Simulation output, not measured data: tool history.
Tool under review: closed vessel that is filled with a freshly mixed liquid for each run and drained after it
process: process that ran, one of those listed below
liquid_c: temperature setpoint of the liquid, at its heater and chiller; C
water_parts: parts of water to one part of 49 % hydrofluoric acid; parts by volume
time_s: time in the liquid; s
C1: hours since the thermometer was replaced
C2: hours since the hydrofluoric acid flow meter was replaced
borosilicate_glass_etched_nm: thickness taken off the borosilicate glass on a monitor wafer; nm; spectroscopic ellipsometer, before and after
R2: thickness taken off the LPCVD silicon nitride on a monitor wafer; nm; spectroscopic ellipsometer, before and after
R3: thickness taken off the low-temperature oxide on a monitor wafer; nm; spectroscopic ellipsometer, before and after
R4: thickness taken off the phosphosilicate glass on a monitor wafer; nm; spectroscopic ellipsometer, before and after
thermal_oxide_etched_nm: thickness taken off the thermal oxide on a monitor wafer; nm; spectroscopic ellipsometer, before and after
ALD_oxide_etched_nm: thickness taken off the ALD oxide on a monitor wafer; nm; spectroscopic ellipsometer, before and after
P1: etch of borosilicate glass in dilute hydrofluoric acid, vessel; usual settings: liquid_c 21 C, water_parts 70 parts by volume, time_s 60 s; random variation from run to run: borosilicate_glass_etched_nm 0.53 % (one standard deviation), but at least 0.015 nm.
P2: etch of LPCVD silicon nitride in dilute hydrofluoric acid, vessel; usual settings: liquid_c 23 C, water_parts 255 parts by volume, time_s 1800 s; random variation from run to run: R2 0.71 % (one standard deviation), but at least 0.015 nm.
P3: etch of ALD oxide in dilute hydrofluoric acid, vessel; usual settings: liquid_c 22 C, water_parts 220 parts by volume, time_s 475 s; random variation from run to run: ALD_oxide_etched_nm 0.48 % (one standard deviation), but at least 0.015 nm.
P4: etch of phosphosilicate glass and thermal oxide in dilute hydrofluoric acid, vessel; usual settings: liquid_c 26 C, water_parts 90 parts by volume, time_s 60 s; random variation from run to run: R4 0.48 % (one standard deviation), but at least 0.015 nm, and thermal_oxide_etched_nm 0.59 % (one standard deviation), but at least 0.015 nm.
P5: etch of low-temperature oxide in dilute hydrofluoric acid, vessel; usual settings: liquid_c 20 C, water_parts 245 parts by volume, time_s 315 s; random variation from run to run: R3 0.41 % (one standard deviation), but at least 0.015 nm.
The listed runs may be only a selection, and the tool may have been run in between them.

{"run": 1, "day": 0.171, "process": "P1", "liquid_c": 21, "water_parts": 70, "time_s": 60, "C1": 1913.8, "C2": 105.0, "borosilicate_glass_etched_nm": 30.899}
{"run": 2, "day": 0.338, "process": "P2", "liquid_c": 23, "water_parts": 255, "time_s": 1800, "C1": 1917.8, "C2": 109.0, "R2": 3.5029}
{"run": 3, "day": 0.688, "process": "P1", "liquid_c": 21, "water_parts": 70, "time_s": 30, "C1": 1926.2, "C2": 117.4, "borosilicate_glass_etched_nm": 15.523}
{"run": 4, "day": 1.008, "process": "P5", "liquid_c": 20, "water_parts": 245, "time_s": 315, "C1": 1933.9, "C2": 125.1, "R3": 19.765}
{"run": 5, "day": 1.238, "process": "P1", "liquid_c": 26, "water_parts": 110, "time_s": 60, "C1": 1939.4, "C2": 130.6, "borosilicate_glass_etched_nm": 23.18}
{"run": 6, "day": 1.475, "process": "P4", "liquid_c": 26, "water_parts": 90, "time_s": 60, "C1": 1945.1, "C2": 136.3, "R4": 100.38, "thermal_oxide_etched_nm": 3.7432}
{"run": 7, "day": 1.7, "process": "P2", "liquid_c": 23, "water_parts": 255, "time_s": 1800, "C1": 1950.5, "C2": 141.7, "R2": 3.504}
{"run": 8, "day": 1.888, "process": "P5", "liquid_c": 20, "water_parts": 245, "time_s": 315, "C1": 1955.0, "C2": 146.2, "R3": 19.686}
{"run": 9, "day": 2.067, "process": "P1", "liquid_c": 27, "water_parts": 40, "time_s": 60, "C1": 1959.3, "C2": 150.5, "borosilicate_glass_etched_nm": 72.166}
{"run": 10, "day": 2.367, "process": "P4", "liquid_c": 18, "water_parts": 90, "time_s": 60, "C1": 1966.5, "C2": 157.7, "R4": 72.754, "thermal_oxide_etched_nm": 2.7137}
{"run": 11, "day": 2.558, "process": "P1", "liquid_c": 21, "water_parts": 70, "time_s": 60, "C1": 1971.1, "C2": 162.3, "borosilicate_glass_etched_nm": 31.347}
{"run": 12, "day": 2.912, "process": "P3", "liquid_c": 17, "water_parts": 220, "time_s": 475, "C1": 1979.6, "C2": 170.8, "ALD_oxide_etched_nm": 24.866}
{"run": 13, "day": 3.208, "process": "P2", "liquid_c": 23, "water_parts": 255, "time_s": 685, "C1": 1986.7, "C2": 177.9, "R2": 1.3078}
{"run": 14, "day": 3.504, "process": "P1", "liquid_c": 17, "water_parts": 70, "time_s": 60, "C1": 1993.8, "C2": 185.0, "borosilicate_glass_etched_nm": 26.356}
{"run": 15, "day": 3.833, "process": "P3", "liquid_c": 22, "water_parts": 220, "time_s": 475, "C1": 2001.7, "C2": 192.9, "ALD_oxide_etched_nm": 30.486}
{"run": 16, "day": 4.012, "process": "P5", "liquid_c": 17, "water_parts": 245, "time_s": 315, "C1": 2006.0, "C2": 197.2, "R3": 17.491}
{"run": 17, "day": 4.362, "process": "P1", "liquid_c": 21, "water_parts": 100, "time_s": 60, "C1": 2014.4, "C2": 205.6, "borosilicate_glass_etched_nm": 21.155}
{"day": 4.504, "done": "hydrofluoric acid flow meter replaced"}
{"run": 18, "day": 4.65, "process": "P5", "liquid_c": 20, "water_parts": 45, "time_s": 315, "C1": 2021.3, "C2": 3.5, "R3": 132.6}
{"run": 19, "day": 4.925, "process": "P2", "liquid_c": 17, "water_parts": 255, "time_s": 1800, "C1": 2027.9, "C2": 10.1, "R2": 2.4033}
{"run": 20, "day": 5.225, "process": "P1", "liquid_c": 21, "water_parts": 25, "time_s": 60, "C1": 2035.1, "C2": 17.3, "borosilicate_glass_etched_nm": 92.279}
{"run": 21, "day": 5.583, "process": "P3", "liquid_c": 22, "water_parts": 220, "time_s": 80, "C1": 2043.7, "C2": 25.9, "ALD_oxide_etched_nm": 5.1531}
{"run": 22, "day": 5.946, "process": "P5", "liquid_c": 20, "water_parts": 245, "time_s": 545, "C1": 2052.4, "C2": 34.6, "R3": 34.347}
{"run": 23, "day": 6.258, "process": "P1", "liquid_c": 21, "water_parts": 70, "time_s": 60, "C1": 2059.9, "C2": 42.1, "borosilicate_glass_etched_nm": 31.067}
{"run": 24, "day": 6.496, "process": "P4", "liquid_c": 26, "water_parts": 55, "time_s": 60, "C1": 2065.6, "C2": 47.8, "R4": 172.07, "thermal_oxide_etched_nm": 6.4407}
{"run": 25, "day": 6.75, "process": "P1", "liquid_c": 26, "water_parts": 70, "time_s": 60, "C1": 2071.7, "C2": 53.9, "borosilicate_glass_etched_nm": 38.385}
{"run": 26, "day": 6.938, "process": "P4", "liquid_c": 26, "water_parts": 90, "time_s": 60, "C1": 2076.2, "C2": 58.4, "R4": 101.13, "thermal_oxide_etched_nm": 3.7087}
{"run": 27, "day": 7.212, "process": "P1", "liquid_c": 21, "water_parts": 70, "time_s": 110, "C1": 2082.8, "C2": 65.0, "borosilicate_glass_etched_nm": 57.051}
{"run": 28, "day": 7.525, "process": "P3", "liquid_c": 22, "water_parts": 325, "time_s": 475, "C1": 2090.3, "C2": 72.5, "ALD_oxide_etched_nm": 18.624}
{"run": 29, "day": 7.854, "process": "P4", "liquid_c": 26, "water_parts": 90, "time_s": 105, "C1": 2098.2, "C2": 80.4, "R4": 176.79, "thermal_oxide_etched_nm": 6.5638}
{"run": 30, "day": 8.05, "process": "P1", "liquid_c": 21, "water_parts": 70, "time_s": 60, "C1": 2102.9, "C2": 85.1, "borosilicate_glass_etched_nm": 30.889}
{"run": 31, "day": 8.238, "process": "P2", "liquid_c": 23, "water_parts": 55, "time_s": 1800, "C1": 2107.4, "C2": 89.6, "R2": 16.011}
{"run": 32, "day": 8.438, "process": "P1", "liquid_c": 21, "water_parts": 70, "time_s": 60, "C1": 2112.2, "C2": 94.4, "borosilicate_glass_etched_nm": 30.935}
{"run": 33, "day": 8.638, "process": "P1", "liquid_c": 21, "water_parts": 70, "time_s": 60, "C1": 2117.0, "C2": 99.2, "borosilicate_glass_etched_nm": 30.211}
{"run": 34, "day": 8.992, "process": "P1", "liquid_c": 21, "water_parts": 70, "time_s": 60, "C1": 2125.5, "C2": 107.7, "borosilicate_glass_etched_nm": 29.708}

Expected results for the next run?
{"run": 35, "day": 9.188, "process": "P1", "liquid_c": 21, "water_parts": 70, "time_s": 60, "C1": 2130.2, "C2": 112.4, "borosilicate_glass_etched_nm": "?"}

{"run 35": {"borosilicate_glass_etched_nm": 29.621}}

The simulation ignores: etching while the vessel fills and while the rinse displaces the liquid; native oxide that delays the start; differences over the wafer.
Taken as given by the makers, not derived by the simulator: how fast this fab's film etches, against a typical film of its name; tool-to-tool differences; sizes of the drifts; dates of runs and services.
